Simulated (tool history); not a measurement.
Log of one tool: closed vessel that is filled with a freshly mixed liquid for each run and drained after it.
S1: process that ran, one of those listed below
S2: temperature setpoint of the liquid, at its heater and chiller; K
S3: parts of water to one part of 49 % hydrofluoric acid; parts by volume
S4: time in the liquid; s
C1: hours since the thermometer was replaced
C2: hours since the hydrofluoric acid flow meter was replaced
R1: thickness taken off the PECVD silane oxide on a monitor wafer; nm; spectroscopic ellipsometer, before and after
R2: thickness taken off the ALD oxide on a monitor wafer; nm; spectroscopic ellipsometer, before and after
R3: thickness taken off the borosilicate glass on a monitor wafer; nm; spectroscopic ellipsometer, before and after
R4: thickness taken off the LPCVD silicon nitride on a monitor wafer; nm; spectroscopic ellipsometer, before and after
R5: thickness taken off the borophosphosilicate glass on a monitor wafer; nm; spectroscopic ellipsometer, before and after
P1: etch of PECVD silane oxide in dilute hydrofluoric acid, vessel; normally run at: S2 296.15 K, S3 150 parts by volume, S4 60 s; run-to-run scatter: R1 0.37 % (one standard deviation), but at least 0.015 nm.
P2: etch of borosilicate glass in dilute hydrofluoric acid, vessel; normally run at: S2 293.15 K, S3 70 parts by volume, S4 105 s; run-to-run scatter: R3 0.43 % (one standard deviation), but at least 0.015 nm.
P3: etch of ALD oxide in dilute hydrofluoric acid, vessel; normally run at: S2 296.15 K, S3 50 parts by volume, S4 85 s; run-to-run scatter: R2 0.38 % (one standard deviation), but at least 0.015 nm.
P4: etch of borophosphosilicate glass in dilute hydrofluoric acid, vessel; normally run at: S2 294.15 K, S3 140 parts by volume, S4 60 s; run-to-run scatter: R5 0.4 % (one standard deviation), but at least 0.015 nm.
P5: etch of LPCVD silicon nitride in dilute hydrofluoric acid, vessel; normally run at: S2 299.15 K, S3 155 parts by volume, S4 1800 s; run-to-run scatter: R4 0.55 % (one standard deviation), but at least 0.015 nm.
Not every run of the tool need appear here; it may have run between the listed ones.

| run | hour | S1 | S2 | S3 | S4 | C1 | C2 | R1 | R2 | R3 | R4 | R5 |
|---|---|---|---|---|---|---|---|---|---|---|---|---|
| 1 | 3.6 | P1 | 296.15 | 150 | 60 | 398.1 | 291.9 | 18.0100 |  |  |  |  |
| 2 | 7.3 | P1 | 296.15 | 150 | 60 | 401.8 | 295.6 | 18.0290 |  |  |  |  |
| 3 | 11.0 | P1 | 296.15 | 75 | 60 | 405.5 | 299.3 | 39.1330 |  |  |  |  |
| 4 | 15.9 | P1 | 296.15 | 150 | 60 | 410.4 | 304.2 | 18.0680 |  |  |  |  |
| 5 | 21.2 | P3 | 296.15 | 50 | 85 | 415.7 | 309.5 |  | 43.293 |  |  |  |
| 6 | 24.2 | P2 | 293.15 | 70 | 165 | 418.7 | 312.5 |  |  | 63.538 |  |  |
| 7 | 29.8 | P2 | 293.15 | 125 | 105 | 424.3 | 318.1 |  |  | 21.213 |  |  |
| 8 | 32.4 | P5 | 299.15 | 155 | 1800 | 426.9 | 320.7 |  |  |  | 6.8996 |  |
| 9 | 36.2 | P1 | 301.65 | 150 | 60 | 430.7 | 324.5 | 22.1300 |  |  |  |  |
| 10 | 39.2 | P4 | 302.15 | 140 | 60 | 433.7 | 327.5 |  |  |  |  | 38.057 |
| 11 | 43.1 | P5 | 299.15 | 155 | 2910 | 437.6 | 331.4 |  |  |  | 11.1660 |  |
| 12 | 47.7 | P1 | 296.15 | 150 | 90 | 442.2 | 336.0 | 27.0890 |  |  |  |  |
| 13 | 50.6 | P3 | 296.15 | 50 | 30 | 445.1 | 338.9 |  | 15.159 |  |  |  |
| 14 | 56.0 | P1 | 290.15 | 150 | 60 | 450.5 | 344.3 | 14.2600 |  |  |  |  |
| 15 | 61.6 | P3 | 296.15 | 50 | 85 | 456.1 | 349.9 |  | 43.518 |  |  |  |
| 16 | 65.6 | P2 | 293.15 | 70 | 105 | 460.1 | 353.9 |  |  | 40.498 |  |  |
| 17 | 70.3 | P1 | 296.15 | 40 | 30 | 464.8 | 358.6 | 38.7310 |  |  |  |  |
| 18 | 73.9 | P1 | 296.15 | 210 | 100 | 468.4 | 362.2 | 19.9800 |  |  |  |  |
| 19 | 79.2 | P2 | 290.15 | 70 | 105 | 473.7 | 367.5 |  |  | 35.385 |  |  |
| 20 | 84.2 | P3 | 301.65 | 50 | 85 | 478.7 | 372.5 |  | 54.167 |  |  |  |
| 21 | 87.1 | P2 | 293.15 | 70 | 105 | 481.6 | 375.4 |  |  | 40.381 |  |  |
| 22 | 91.3 | P4 | 294.15 | 140 | 60 | 485.8 | 379.6 |  |  |  |  | 28.075 |
| 23 | 94.3 | P1 | 296.15 | 150 | 60 | 488.8 | 382.6 | 18.0370 |  |  |  |  |
| 24 | 97.7 | P1 | 291.65 | 55 | 60 | 492.2 | 386.0 | 45.3670 |  |  |  |  |
| 25 | 102.4 | P1 | 296.15 | 150 | 60 | 496.9 | 390.7 | 17.9380 |  |  |  |  |
| 26 | 106.0 | P5 | 299.15 | 155 | 1800 | 500.5 | 394.3 |  |  |  | 6.9154 |  |
| 27 | 109.3 | P1 | 296.15 | 215 | 60 | 503.8 | 397.6 | 11.7580 |  |  |  |  |
| 28 | 113.6 | P1 | 296.15 | 150 | 30 | 508.1 | 401.9 | 9.0391 |  |  |  |  |
| 29 | 117.6 | P5 | 293.15 | 155 | 1800 | 512.1 | 405.9 |  |  |  | 4.6815 |  |
| 30 | 121.8 | P3 | 296.15 | 75 | 85 | 516.3 | 410.1 |  | 27.863 |  |  |  |
| 31 | 124.6 | P4 | 294.15 | 205 | 60 | 519.1 | 412.9 |  |  |  |  | 18.002 |
| 32 | 129.5 | P5 | 299.15 | 260 | 1800 | 524.0 | 417.8 |  |  |  | 4.1013 |  |
| 33 | 134.1 | P4 | 294.15 | 140 | 30 | 528.6 | 422.4 |  |  |  |  | 14.040 |
| 34 | 139.9 | P1 | 296.15 | 150 | 60 | 534.4 | 428.2 | 18.1070 |  |  |  |  |
| 35 | 143.4 | P1 | 296.15 | 150 | 60 | 537.9 | 431.7 | 17.6010 |  |  |  |  |
| 36 | 147.9 | P1 | 296.15 | 150 | 60 | 542.4 | 436.2 | 17.2180 |  |  |  |  |
| 37 | 153.6 | P1 | 296.15 | 150 | 60 | 548.1 | 441.9 | 17.0830 |  |  |  |  |
| 38 | 157.7 | P1 | 296.15 | 150 | 60 | 552.2 | 446.0 | 16.9250 |  |  |  |  |
| 39 | 162.4 | P1 | 296.15 | 150 | 60 | 556.9 | 450.7 | 16.8920 |  |  |  |  |
| 40 | 167.8 | P1 | 296.15 | 150 | 60 | 562.3 | 456.1 | 16.8110 |  |  |  |  |
| 41 | 173.5 | P1 | 296.15 | 150 | 60 | 568.0 | 461.8 | 16.6800 |  |  |  |  |
| 42 | 178.8 | P1 | 296.15 | 150 | 60 | 573.3 | 467.1 | 16.6150 |  |  |  |  |
| 43 | 182.0 | P1 | 296.15 | 150 | 60 | 576.5 | 470.3 | 16.6990 |  |  |  |  |

Something has made what P1 gives creep away from where it was; the 2 causes below, each at its own stated size, fit the log equally well:
A: hydrofluoric acid flow below the setpoint (%) = 6.12
B: liquid colder than its thermometer reads (K) = 1.9
The process output started creeping at around hour 139.9.

4 check runs are offered, one wafer each, their results left as question marks. Which one tells the causes apart?
| check 1 | 185.2 | P4 | 301.65 | 140 | 60 |  |  |  |  |  |  | ? |
| check 2 | 185.2 | P5 | 299.15 | 255 | 1800 |  |  |  |  |  | ? |  |
| check 3 | 185.2 | P3 | 301.15 | 50 | 85 |  |  |  | ? |  |  |  |
| check 4 | 185.2 | P2 | 290.15 | 120 | 105 |  |  |  |  | ? |  |  |

What every check run would give for each of its results, assuming each possible cause in turn:
| check | result | if A | if B |
|---|---|---|---|
| check 1 | R5 | 34.771 | 34.919 |
| check 2 | R4 | 3.9410 | 3.7365 |
| check 3 | R2 | 49.592 | 49.177 |
| check 4 | R3 | 18.319 | 18.156 |
Per-check spread between the two closest causes, in the result where they differ most: check 1 0.42 %; check 2 5.33 %; check 3 0.84 %; check 4 0.89 %
The other checks would show nearly matching results whichever cause is true, so check 2 is the only one that separates the causes.

With check 2 done, the readings were: R4 3.9926 nm. Identify which of the listed causes applies.

Of the candidate causes, it is A: hydrofluoric acid flow below the setpoint (%).

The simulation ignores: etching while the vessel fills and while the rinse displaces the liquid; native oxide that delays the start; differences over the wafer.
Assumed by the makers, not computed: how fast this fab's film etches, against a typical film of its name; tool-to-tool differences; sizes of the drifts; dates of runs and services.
